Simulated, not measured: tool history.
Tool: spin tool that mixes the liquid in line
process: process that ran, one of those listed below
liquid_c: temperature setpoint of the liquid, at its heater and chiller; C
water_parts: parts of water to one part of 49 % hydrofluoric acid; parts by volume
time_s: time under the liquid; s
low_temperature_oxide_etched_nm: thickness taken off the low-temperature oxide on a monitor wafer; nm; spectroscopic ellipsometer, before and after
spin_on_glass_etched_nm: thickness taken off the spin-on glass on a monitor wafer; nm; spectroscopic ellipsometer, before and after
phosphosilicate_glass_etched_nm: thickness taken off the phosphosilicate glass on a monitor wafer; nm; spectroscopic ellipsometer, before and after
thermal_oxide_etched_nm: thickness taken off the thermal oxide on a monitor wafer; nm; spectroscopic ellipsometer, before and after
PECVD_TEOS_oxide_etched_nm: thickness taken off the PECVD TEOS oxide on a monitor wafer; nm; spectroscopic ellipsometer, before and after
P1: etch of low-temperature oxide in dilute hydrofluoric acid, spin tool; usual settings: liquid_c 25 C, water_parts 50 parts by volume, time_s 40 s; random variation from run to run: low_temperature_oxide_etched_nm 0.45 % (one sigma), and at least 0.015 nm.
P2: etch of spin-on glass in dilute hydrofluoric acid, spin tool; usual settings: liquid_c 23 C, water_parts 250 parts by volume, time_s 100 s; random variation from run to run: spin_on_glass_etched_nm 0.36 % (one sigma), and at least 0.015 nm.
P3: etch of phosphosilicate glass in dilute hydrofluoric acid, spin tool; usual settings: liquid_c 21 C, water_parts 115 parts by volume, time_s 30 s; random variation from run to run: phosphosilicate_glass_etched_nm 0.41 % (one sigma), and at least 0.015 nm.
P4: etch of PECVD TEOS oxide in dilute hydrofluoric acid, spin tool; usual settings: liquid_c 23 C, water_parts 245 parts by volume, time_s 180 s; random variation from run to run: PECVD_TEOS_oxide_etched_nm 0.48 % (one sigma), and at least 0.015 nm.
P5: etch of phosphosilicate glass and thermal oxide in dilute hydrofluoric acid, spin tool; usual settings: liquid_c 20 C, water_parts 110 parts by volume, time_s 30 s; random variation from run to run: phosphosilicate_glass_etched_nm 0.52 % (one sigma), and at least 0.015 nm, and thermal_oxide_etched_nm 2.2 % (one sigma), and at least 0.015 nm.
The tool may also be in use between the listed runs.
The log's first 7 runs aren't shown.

run,hour,process,liquid_c,water_parts,time_s,hours since the thermometer was replaced,hours since the hydrofluoric acid flow meter was replaced,low_temperature_oxide_etched_nm,spin_on_glass_etched_nm,phosphosilicate_glass_etched_nm,thermal_oxide_etched_nm,PECVD_TEOS_oxide_etched_nm
8,94.7,P1,25,50,40,2148.2,1346.2,22.737,,,,
9,111,P1,25,50,40,2164.5,1362.5,22.809,,,,
10,123.3,P3,21,50,30,2176.8,1374.8,,,33.407,,
11,133,P4,23,80,180,2186.5,1384.5,,,,,34.88
12,142,P3,21,115,15,2195.5,1393.5,,,6.7209,,
13,153.6,P1,25,50,40,2207.1,1405.1,22.951,,,,
14,165.9,P3,25,115,30,2219.4,1417.4,,,15.717,,
15,177.8,P1,25,50,15,2231.3,1429.3,8.4627,,,,
16,195.6,P1,28.5,50,40,2249.1,1447.1,26.129,,,,
17,207.7,P1,25,25,40,2261.2,1459.2,46.87,,,,
18,224.7,P2,23,250,15,2278.2,1476.2,,3.2773,,,
19,239,P3,21,115,30,2292.5,1490.5,,,13.336,,
20,253.8,P1,25,50,40,2307.3,1505.3,22.675,,,,
21,271.6,P5,17,110,30,2325.1,1523.1,,,37.285,0.96612,
22,281.7,P1,25,50,40,2335.2,1533.2,22.76,,,,
23,299.4,P4,23,245,180,2352.9,1550.9,,,,,9.446
24,308.3,P2,23,250,100,2361.8,1559.8,,21.958,,,
25,324.4,P4,17,245,180,2377.9,1575.9,,,,,7.4582
26,337.8,P5,20,180,30,2391.3,1589.3,,,23.897,0.67825,

The next listed run, before its measurement:
27,355.5,P1,29,50,65,2409,1607,?,,,,

Run 27 gave low_temperature_oxide_etched_nm 43.259 nm.
